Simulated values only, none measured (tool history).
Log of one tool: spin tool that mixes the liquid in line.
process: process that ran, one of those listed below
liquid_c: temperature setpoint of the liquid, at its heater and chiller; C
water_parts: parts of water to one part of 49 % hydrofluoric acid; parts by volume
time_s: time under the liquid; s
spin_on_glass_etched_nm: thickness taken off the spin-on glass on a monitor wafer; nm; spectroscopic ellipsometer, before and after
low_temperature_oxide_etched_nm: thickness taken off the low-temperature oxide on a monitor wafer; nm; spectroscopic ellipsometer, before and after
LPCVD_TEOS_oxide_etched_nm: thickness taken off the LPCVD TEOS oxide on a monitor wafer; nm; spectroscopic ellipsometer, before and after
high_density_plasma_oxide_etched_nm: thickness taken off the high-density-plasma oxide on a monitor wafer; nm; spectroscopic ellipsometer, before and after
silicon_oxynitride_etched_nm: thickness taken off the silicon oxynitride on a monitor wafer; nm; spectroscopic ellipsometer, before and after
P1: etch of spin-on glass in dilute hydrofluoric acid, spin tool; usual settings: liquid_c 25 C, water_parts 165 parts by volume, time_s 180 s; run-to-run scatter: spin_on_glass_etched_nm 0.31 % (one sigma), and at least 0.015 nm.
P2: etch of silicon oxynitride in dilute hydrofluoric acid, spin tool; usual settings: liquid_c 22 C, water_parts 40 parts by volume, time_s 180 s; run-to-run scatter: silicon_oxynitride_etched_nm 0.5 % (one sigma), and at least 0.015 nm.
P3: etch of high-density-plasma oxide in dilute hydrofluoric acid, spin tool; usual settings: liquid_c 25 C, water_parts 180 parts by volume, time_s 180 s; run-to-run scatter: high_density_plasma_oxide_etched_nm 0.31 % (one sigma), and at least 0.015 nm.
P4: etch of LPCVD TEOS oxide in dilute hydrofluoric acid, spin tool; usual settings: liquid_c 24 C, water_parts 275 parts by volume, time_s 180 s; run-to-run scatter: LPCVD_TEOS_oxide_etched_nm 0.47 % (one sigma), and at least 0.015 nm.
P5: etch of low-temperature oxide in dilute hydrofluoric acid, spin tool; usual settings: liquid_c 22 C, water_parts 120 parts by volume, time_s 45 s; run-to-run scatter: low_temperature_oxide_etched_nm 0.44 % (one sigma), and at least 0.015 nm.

run	hour	process	liquid_c	water_parts	time_s	hours since the thermometer was replaced	hours since the hydrofluoric acid flow meter was replaced	spin_on_glass_etched_nm	low_temperature_oxide_etched_nm	LPCVD_TEOS_oxide_etched_nm	high_density_plasma_oxide_etched_nm	silicon_oxynitride_etched_nm
1	12.3	P1	25	165	180	1507.8	706.7	52.963				
2	21	P5	22	120	45	1516.5	715.4		7.5603			
3	29.4	P4	24	275	270	1524.9	723.8			23.832		
4	42.5	P1	25	165	280	1538	736.9	82.34				
5	51.4	P3	25	180	260	1546.9	745.8				13.997	
6	59.4	P4	24	275	180	1554.9	753.8			15.808		
7	66	P2	22	40	325	1561.5	760.4					16.086
8	79.6	P5	17	120	45	1575.1	774		6.1506			
9	86.1	P1	25	165	180	1581.6	780.5	53.254				
10	98.4	P5	22	120	15	1593.9	792.8		2.5277			
11	110	P1	25	235	180	1605.5	804.4	34.689				
12	119	P4	17.5	275	180	1614.5	813.4			12.529		
13	128.6	P2	22	40	180	1624.1	823					8.9019
# hour 140.6: thermometer replaced
14	141.1	P1	25	165	90	0.5	835.5	26.524				
15	154.7	P2	22	65	180	14.1	849.1					5.3725
16	168.7	P1	25	165	180	28.1	863.1	53.367				
17	176.3	P1	19.5	165	180	35.7	870.7	42.927				
18	186.1	P3	18.5	180	180	45.5	880.5				7.5413	
19	192.6	P3	25	180	180	52	887				9.6596	
20	200.3	P1	18.5	65	180	59.7	894.7	117.14				
21	206.7	P4	24	125	180	66.1	901.1			41.15		
22	219.7	P2	30	40	180	79.1	914.1					13.109
23	227.1	P1	25	85	180	86.5	921.5	113.7				
24	239.8	P1	25	165	180	99.2	934.2	53.462				
25	251	P4	24	275	180	110.4	945.4			15.883		
26	262.4	P3	25	60	180	121.8	956.8				33.581	
27	274.3	P1	21.5	85	180	133.7	968.7	98.779				
28	283.7	P5	22	55	45	143.1	978.1		17.94			
29	296.8	P1	33	165	180	156.2	991.2	70.977				
30	307.9	P3	25	180	180	167.3	1002.3				9.6283	
31	320.6	P1	32.5	90	180	180	1015	142.1				
32	333.5	P1	25	165	180	192.9	1027.9	53.328				
33	346.1	P1	25	165	180	205.5	1040.5	54.964				
34	357.2	P1	25	165	180	216.6	1051.6	56.353				
35	370.8	P1	25	165	180	230.2	1065.2	56.921				
36	381.6	P1	25	165	180	241	1076	57.456				
37	388.2	P1	25	165	180	247.6	1082.6	57.456				
38	398.2	P1	25	165	180	257.6	1092.6	57.728				
39	408.6	P1	25	165	180	268	1103	57.921				
40	421.3	P1	25	165	180	280.7	1115.7	57.858				
41	429.9	P1	25	165	180	289.3	1124.3	58				

What P1 gives has crept away from where it was. These 2 causes fit the log equally well, each at the size given:
A: hydrofluoric acid flow above the setpoint (%) = 7.22
B: liquid hotter than its thermometer reads (K) = 2.24
The creep began at about hour 333.5.

4 check runs are offered, one wafer each, their results left as question marks. Which one tells the causes apart?
check 1	438.5	P4	24	275	180					?		
check 2	438.5	P5	22	120	45				?			
check 3	438.5	P3	25	180	180						?	
check 4	438.5	P2	22	40	180							?

What each check would give under each cause:
check	result	if A	if B
check 1	LPCVD_TEOS_oxide_etched_nm	17.361	17.181
check 2	low_temperature_oxide_etched_nm	8.2104	8.2867
check 3	high_density_plasma_oxide_etched_nm	10.529	10.514
check 4	silicon_oxynitride_etched_nm	9.5579	9.941
How far apart the two closest causes lie, in the result that separates them most: check 1 1.04 %; check 2 0.93 %; check 3 0.14 %; check 4 3.93 %
Check 4 tells the causes apart: in the others they would give nearly the same result.

Then check 4 was run and gave: silicon_oxynitride_etched_nm 9.9312 nm. Which cause is it?

It is B: liquid hotter than its thermometer reads (K).

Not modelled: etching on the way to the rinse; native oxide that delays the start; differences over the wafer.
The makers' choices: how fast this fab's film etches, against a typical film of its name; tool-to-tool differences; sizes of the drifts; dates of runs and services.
